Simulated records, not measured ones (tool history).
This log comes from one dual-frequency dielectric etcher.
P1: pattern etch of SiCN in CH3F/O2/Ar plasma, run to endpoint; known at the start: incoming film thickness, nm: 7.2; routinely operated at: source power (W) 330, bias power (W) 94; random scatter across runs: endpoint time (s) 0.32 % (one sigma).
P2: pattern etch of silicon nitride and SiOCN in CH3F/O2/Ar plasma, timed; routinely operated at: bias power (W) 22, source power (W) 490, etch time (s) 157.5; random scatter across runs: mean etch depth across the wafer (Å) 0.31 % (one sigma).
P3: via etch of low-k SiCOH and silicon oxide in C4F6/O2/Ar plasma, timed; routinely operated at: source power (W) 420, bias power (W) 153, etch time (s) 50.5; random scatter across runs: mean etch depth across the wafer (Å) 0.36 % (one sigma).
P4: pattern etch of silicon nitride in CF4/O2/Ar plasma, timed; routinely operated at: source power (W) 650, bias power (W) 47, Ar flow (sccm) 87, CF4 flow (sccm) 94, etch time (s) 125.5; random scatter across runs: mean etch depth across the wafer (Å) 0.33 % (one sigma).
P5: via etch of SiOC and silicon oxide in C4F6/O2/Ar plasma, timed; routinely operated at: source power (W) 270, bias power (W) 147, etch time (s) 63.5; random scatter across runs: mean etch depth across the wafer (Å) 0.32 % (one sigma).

run	hour	process that ran	source power (W)	bias power (W)	etch time (s)	Ar flow (sccm)	CF4 flow (sccm)	hours since the last wet clean	hours since the last source power generator calibration	hours since the last bias power generator calibration	endpoint time (s)	mean etch depth across the wafer (Å)
1	8.6	P1	330	94				210.5	374.7	413.1	19.376	
2	25.4	P2	490	22	157.5			227.3	391.5	429.9		225.93
3	38.3	P5	270	147	77.5			240.2	404.4	442.8		702.96
4	54.3	P2	640	22	157.5			256.2	420.4	458.8		246.12
5	63.1	P4	650	33	125.5	87	94	265.0	429.2	467.6		2520.70
6	71.3	P4	650	47	125.5	87	94	273.2	437.4	475.8		2865.50
7	84.0	P1	330	94				285.9	450.1	488.5	19.254	
8	99.2	P5	270	190	63.5			301.1	465.3	503.7		629.79
9	108.0	P5	160	147	63.5			309.9	474.1	512.5		470.92
10	118.9	P4	650	47	125.5	87	130	320.8	485.0	523.4		2958.40
11	129.2	P2	490	22	228.5			331.1	495.3	533.7		326.53
12	143.6	P1	410	94				345.5	509.7	548.1	17.848	
13	154.8	P1	260	94				356.7	520.9	559.3	21.135	
# hour 161.5: bias power generator calibrated
14	165.7	P1	280	119				367.6	531.8	4.2	18.840	
15	178.1	P5	270	147	63.5			380.0	544.2	16.6		576.33
16	188.5	P4	650	47	125.5	105	94	390.4	554.6	27.0		2762.30
17	197.3	P4	800	47	125.5	87	94	399.2	563.4	35.8		3406.10
18	213.1	P4	650	47	162.0	87	94	415.0	579.2	51.6		3645.40
19	230.1	P1	330	94				432.0	596.2	68.6	19.229	
20	238.4	P4	650	47	125.5	87	94	440.3	604.5	76.9		2841.00
21	246.3	P2	490	29	157.5			448.2	612.4	84.8		253.63
22	258.8	P1	330	94				460.7	624.9	97.3	19.357	
23	273.2	P3	420	153	50.5			475.1	639.3	111.7		1174.10
24	281.2	P3	420	91	50.5			483.1	647.3	119.7		1000.50
25	290.5	P3	540	153	50.5			492.4	656.6	129.0		1298.60
26	304.2	P1	330	94				506.1	670.3	142.7	19.349	
27	313.4	P1	330	127				515.3	679.5	151.9	17.212	
28	325.2	P1	330	57				527.1	691.3	163.7	23.096	
29	335.7	P3	420	153	32.5			537.6	701.8	174.2		751.33
30	344.8	P1	330	94				546.7	710.9	183.3	19.361	
31	354.9	P1	330	94				556.8	721.0	193.4	19.520	
32	366.4	P1	330	94				568.3	732.5	204.9	19.561	
33	377.4	P1	330	94				579.3	743.5	215.9	19.617	
34	386.6	P1	330	94				588.5	752.7	225.1	19.603	
35	398.2	P1	330	94				600.1	764.3	236.7	19.660	
# hour 410.4: wet clean of the chamber
36	413.6	P1	330	94				3.2	779.7	252.1	19.737	
37	422.9	P1	330	94				12.5	789.0	261.4	19.731	
38	434.5	P1	330	94				24.1	800.6	273.0	19.627	

Compared with where it was, what P1 gives has crept away. Each cause listed below fits the log as well as the rest, at the size given for it:
A: source power that arrives under what is set, % = 4.94
B: bias power that arrives under what is set, % = 4.85
The process output started creeping at around hour 344.8.
All other causes, with the reason each is excluded:
chamber walls in a state that lowers the etch rate, %: its service at hour 410.4 followed the start of the drift and did not put the process back to its old value

The check runs listed below each take one wafer, and their results are still question marks. Under which run would the listed causes lead to clearly different results?
check 1	446.1	P5	170	186	63.5							?
check 2	446.1	P4	790	47	125.5	87	107					?
check 3	446.1	P3	480	153	50.5							?
check 4	446.1	P2	640	22	227.5							?

Outcome of each check run for each possible cause:
check	result	if A	if B
check 1	mean etch depth across the wafer (Å)	512.87	514.03
check 2	mean etch depth across the wafer (Å)	3280.60	3371.90
check 3	mean etch depth across the wafer (Å)	1209.40	1215.70
check 4	mean etch depth across the wafer (Å)	351.41	350.22
Per check, the gap between the least separated pair of causes, taken in the result that splits them most: check 1 0.23 %; check 2 2.74 %; check 3 0.52 %; check 4 0.34 %
Only check 2 tells the causes apart: in the others they would give nearly the same result.

Then check 2 was run and gave: mean etch depth across the wafer (Å) 3373.80. Which cause is it?

It is B: bias power that arrives under what is set, %.
